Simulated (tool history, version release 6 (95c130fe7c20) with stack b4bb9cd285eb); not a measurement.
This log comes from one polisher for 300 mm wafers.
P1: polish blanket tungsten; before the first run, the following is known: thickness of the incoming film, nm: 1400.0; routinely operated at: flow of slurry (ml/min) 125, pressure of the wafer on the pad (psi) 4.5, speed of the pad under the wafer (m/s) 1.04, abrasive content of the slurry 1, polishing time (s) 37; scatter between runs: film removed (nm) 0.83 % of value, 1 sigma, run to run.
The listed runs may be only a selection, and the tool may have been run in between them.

run	hour	flow of slurry (ml/min)	pressure of the wafer on the pad (psi)	speed of the pad under the wafer (m/s)	abrasive content of the slurry	polishing time (s)	wafers polished on this pad	hours since the slurry nozzle was cleaned	hours since the head pressure was calibrated	hours since the slurry blender was calibrated	hours since the slurry got fresh peroxide	film removed (nm)
1	10.4	125	4.5	1.04	1	37	567	490.4	169	115.8	32.9	228.69
2	18.6	180	4.5	1.04	1	37	667	498.6	177.2	124	41.1	240.61
# hour 20.9: slurry tank refilled with fresh slurry and peroxide
3	29.5	125	7	1.04	1	37	801	509.5	188.1	134.9	8.6	355.92
4	42.4	125	4.5	1.04	1	37	958	522.4	201	147.8	21.5	230.94
5	51.4	125	4.5	1.04	1	37	1068	531.4	210	156.8	30.5	230.23
6	63.3	125	4.5	0.58	1	37	1214	543.3	221.9	168.7	42.4	128.77
7	70.2	85	4.5	1.48	1	37	1298	550.2	228.8	175.6	49.3	298.49
8	78.9	125	4.5	1.04	1	17	1405	558.9	237.5	184.3	58	105.37
9	91.1	125	4.5	1.04	1	37	1554	571.1	249.7	196.5	70.2	229.96
10	99.4	75	4.5	1.04	1	37	1655	579.4	258	204.8	78.5	204.47
11	106.9	125	4.5	1.58	1	37	1747	586.9	265.5	212.3	86	347.93
12	115.3	125	4.5	1.04	1	37	1850	595.3	273.9	220.7	94.4	230.34
13	127.1	75	4.5	1.04	1	25	1994	607.1	285.7	232.5	106.2	135.99
14	142.2	125	4.5	1.04	0.5	37	2179	622.2	300.8	247.6	121.3	198.82
15	148.8	125	4.5	1.04	1	54	2259	628.8	307.4	254.2	127.9	336.71
16	156.5	125	2	1.04	1	37	2353	636.5	315.1	261.9	135.6	102.8
17	164	125	4.5	1.4	0.8	37	2445	644	322.6	269.4	143.1	290.78
18	176.3	125	4.5	1.04	1.4	37	2595	656.3	334.9	281.7	155.4	252.05
19	183.2	125	4.5	1.04	1	37	2680	663.2	341.8	288.6	162.3	229.17
20	192.5	125	4.5	1.04	1	37	2794	672.5	351.1	297.9	171.6	230.43
21	204.1	125	4.5	1.04	1	37	2935	684.1	362.7	309.5	183.2	233.51
22	214.1	125	4.5	1.04	1	37	3058	694.1	372.7	319.5	193.2	222.6
23	224.2	125	4.5	1.04	1	37	3181	704.2	382.8	329.6	203.3	219.25
24	231.9	125	4.5	1.04	1	37	3275	711.9	390.5	337.3	211	217.16

Run 25, settings as shown, results not yet in. Your forecast:
25	241	125	4.5	1.04	1	37	3387	721	399.6	346.4	220.1	?

{"run 25": {"film removed (nm)": 217.74}}

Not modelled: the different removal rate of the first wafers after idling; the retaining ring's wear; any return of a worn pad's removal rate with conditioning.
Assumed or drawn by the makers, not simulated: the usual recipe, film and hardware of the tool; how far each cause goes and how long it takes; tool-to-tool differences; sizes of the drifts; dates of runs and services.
